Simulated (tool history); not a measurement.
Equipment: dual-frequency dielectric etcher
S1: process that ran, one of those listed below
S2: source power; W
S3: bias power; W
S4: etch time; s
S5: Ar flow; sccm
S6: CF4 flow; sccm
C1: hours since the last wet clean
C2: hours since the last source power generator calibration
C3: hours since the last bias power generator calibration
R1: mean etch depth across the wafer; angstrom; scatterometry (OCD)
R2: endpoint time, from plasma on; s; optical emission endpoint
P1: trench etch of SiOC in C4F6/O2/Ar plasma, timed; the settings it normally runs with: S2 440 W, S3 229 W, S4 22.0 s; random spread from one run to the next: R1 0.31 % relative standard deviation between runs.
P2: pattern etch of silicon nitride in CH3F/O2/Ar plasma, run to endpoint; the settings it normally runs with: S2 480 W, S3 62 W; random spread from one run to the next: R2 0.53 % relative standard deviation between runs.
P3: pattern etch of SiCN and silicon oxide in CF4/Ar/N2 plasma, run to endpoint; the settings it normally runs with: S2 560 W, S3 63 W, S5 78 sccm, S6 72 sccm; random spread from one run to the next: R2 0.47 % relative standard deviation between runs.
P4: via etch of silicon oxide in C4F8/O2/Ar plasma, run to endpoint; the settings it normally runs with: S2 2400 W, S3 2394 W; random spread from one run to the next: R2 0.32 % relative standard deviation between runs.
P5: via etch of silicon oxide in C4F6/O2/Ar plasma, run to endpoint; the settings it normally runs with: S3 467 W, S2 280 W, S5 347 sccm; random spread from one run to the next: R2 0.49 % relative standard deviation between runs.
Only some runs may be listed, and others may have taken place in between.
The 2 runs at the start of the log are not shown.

| run | hour | S1 | S2 | S3 | S4 | S5 | S6 | C1 | C2 | C3 | R1 | R2 |
|---|---|---|---|---|---|---|---|---|---|---|---|---|
| 3 | 19.9 | P1 | 530 | 229 | 22.0 |  |  | 88.4 | 2252.9 | 3226.2 | 546.86 |  |
| 4 | 28.2 | P2 | 480 | 36 |  |  |  | 96.7 | 2261.2 | 3234.5 |  | 36.242 |
| 5 | 33.2 | P3 | 560 | 63 |  | 105 | 72 | 101.7 | 2266.2 | 3239.5 |  | 17.955 |
| 6 | 38.8 | P5 | 360 | 467 |  | 347 |  | 107.3 | 2271.8 | 3245.1 |  | 24.694 |
| 7 | 46.5 | P1 | 440 | 229 | 22.0 |  |  | 115.0 | 2279.5 | 3252.8 | 509.90 |  |
| 8 | 52.3 | P1 | 440 | 163 | 16.5 |  |  | 120.8 | 2285.3 | 3258.6 | 342.73 |  |
| 9 | 59.4 | P1 | 440 | 229 | 22.0 |  |  | 127.9 | 2292.4 | 3265.7 | 510.41 |  |
| 10 | 67.3 | P4 | 2400 | 3171 |  |  |  | 135.8 | 2300.3 | 3273.6 |  | 336.260 |
| 11 | 73.6 | P1 | 350 | 229 | 22.0 |  |  | 142.1 | 2306.6 | 3279.9 | 465.55 |  |
| 12 | 81.6 | P2 | 480 | 62 |  |  |  | 150.1 | 2314.6 | 3287.9 |  | 30.731 |
| 13 | 85.5 | P2 | 300 | 62 |  |  |  | 154.0 | 2318.5 | 3291.8 |  | 36.549 |
| 14 | 92.1 | P5 | 280 | 467 |  | 347 |  | 160.6 | 2325.1 | 3298.4 |  | 26.972 |
| 15 | 98.1 | P2 | 480 | 62 |  |  |  | 166.6 | 2331.1 | 3304.4 |  | 30.654 |
| 16 | 103.3 | P3 | 560 | 63 |  | 78 | 99 | 171.8 | 2336.3 | 3309.6 |  | 16.374 |
| 17 | 108.5 | P1 | 440 | 229 | 27.0 |  |  | 177.0 | 2341.5 | 3314.8 | 621.85 |  |
| 18 | 116.0 | P1 | 440 | 182 | 22.0 |  |  | 184.5 | 2349.0 | 3322.3 | 473.76 |  |
| 19 | 120.9 | P4 | 1560 | 2394 |  |  |  | 189.4 | 2353.9 | 3327.2 |  | 433.380 |
| 20 | 124.8 | P3 | 560 | 63 |  | 78 | 72 | 193.3 | 2357.8 | 3331.1 |  | 17.223 |
| 21 | 132.5 | P1 | 440 | 229 | 16.0 |  |  | 201.0 | 2365.5 | 3338.8 | 369.94 |  |
| 22 | 137.2 | P1 | 440 | 273 | 22.0 |  |  | 205.7 | 2370.2 | 3343.5 | 537.74 |  |
| 23 | 145.0 | P5 | 280 | 639 |  | 347 |  | 213.5 | 2378.0 | 3351.3 |  | 23.859 |

What will run 24 give?
| 24 | 150.1 | P5 | 280 | 467 |  | 266 |  | 218.6 | 2383.1 | 3356.4 |  | ? |

R2: 26.161 s

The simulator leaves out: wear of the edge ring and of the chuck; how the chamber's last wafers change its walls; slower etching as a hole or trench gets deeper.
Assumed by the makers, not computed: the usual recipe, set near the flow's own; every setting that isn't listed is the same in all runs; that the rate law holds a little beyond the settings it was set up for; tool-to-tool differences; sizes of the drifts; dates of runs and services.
